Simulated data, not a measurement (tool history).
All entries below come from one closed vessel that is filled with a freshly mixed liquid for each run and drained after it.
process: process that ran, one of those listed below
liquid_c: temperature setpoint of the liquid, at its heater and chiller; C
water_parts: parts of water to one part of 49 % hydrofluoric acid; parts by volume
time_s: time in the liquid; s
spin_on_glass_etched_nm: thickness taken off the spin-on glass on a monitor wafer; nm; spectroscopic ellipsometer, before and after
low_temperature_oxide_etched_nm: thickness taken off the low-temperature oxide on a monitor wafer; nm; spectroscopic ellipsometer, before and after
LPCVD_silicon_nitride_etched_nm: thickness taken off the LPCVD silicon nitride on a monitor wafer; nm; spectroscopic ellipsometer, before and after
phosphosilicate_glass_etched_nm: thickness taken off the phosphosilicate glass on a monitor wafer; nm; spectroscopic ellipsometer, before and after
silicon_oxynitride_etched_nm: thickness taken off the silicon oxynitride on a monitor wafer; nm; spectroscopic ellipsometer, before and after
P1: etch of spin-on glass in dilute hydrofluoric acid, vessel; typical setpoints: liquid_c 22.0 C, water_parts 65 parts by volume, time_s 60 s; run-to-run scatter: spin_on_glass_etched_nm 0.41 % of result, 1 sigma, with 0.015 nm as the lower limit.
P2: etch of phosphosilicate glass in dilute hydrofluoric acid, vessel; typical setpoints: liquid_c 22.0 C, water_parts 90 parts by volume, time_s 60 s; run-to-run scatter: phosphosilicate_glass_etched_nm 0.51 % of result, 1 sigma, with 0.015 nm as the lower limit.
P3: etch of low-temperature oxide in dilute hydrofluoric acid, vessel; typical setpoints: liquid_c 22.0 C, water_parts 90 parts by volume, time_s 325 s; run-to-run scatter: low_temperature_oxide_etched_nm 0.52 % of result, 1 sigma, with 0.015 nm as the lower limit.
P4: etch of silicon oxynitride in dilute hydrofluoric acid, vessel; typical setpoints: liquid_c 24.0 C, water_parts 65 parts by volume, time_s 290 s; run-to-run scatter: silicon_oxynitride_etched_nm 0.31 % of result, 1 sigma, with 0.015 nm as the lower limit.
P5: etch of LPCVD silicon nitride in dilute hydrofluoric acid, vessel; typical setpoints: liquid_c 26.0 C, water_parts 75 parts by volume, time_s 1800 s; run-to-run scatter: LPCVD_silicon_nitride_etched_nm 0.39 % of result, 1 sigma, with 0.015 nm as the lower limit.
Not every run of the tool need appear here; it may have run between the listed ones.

run,hour,process,liquid_c,water_parts,time_s,hours since the thermometer was replaced,hours since the hydrofluoric acid flow meter was replaced,spin_on_glass_etched_nm,low_temperature_oxide_etched_nm,LPCVD_silicon_nitride_etched_nm,phosphosilicate_glass_etched_nm,silicon_oxynitride_etched_nm
1,7.2,P1,22.0,65,60,409.9,403.0,33.213,,,,
2,17.3,P3,28.5,90,325,420.0,413.1,,46.345,,,
3,26.8,P5,26.0,75,1800,429.5,422.6,,,11.717,,
4,32.5,P3,22.0,145,325,435.2,428.3,,20.737,,,
5,40.7,P1,17.0,30,60,443.4,436.5,60.739,,,,
6,47.5,P1,22.0,110,60,450.2,443.3,18.622,,,,
7,55.5,P1,22.0,85,30,458.2,451.3,12.361,,,,
8,63.4,P1,28.0,65,60,466.1,459.2,42.204,,,,
9,71.5,P2,22.0,90,110,474.2,467.3,,,,83.853,
10,78.4,P4,24.0,65,290,481.1,474.2,,,,,11.6280
11,87.0,P2,22.0,40,60,489.7,482.8,,,,108.470,
12,95.1,P1,22.0,65,60,497.8,490.9,33.194,,,,
13,102.8,P5,30.0,75,1800,505.5,498.6,,,15.168,,
14,108.1,P1,22.0,65,60,510.8,503.9,33.076,,,,
15,113.3,P5,26.0,75,1800,516.0,509.1,,,11.772,,
16,123.7,P1,22.0,65,110,526.4,519.5,60.862,,,,
17,129.1,P1,29.0,65,30,531.8,524.9,21.985,,,,
18,135.5,P1,22.0,65,60,538.2,531.3,33.179,,,,
19,141.3,P2,22.0,90,60,544.0,537.1,,,,45.661,
20,146.7,P1,22.0,65,30,549.4,542.5,16.663,,,,
21,153.6,P4,24.0,65,30,556.3,549.4,,,,,1.2119
22,159.3,P2,22.0,90,60,562.0,555.1,,,,45.847,

Forecast run 23:
23,164.7,P4,24.0,110,290,567.4,560.5,,,,,?

silicon_oxynitride_etched_nm: 6.6280 nm

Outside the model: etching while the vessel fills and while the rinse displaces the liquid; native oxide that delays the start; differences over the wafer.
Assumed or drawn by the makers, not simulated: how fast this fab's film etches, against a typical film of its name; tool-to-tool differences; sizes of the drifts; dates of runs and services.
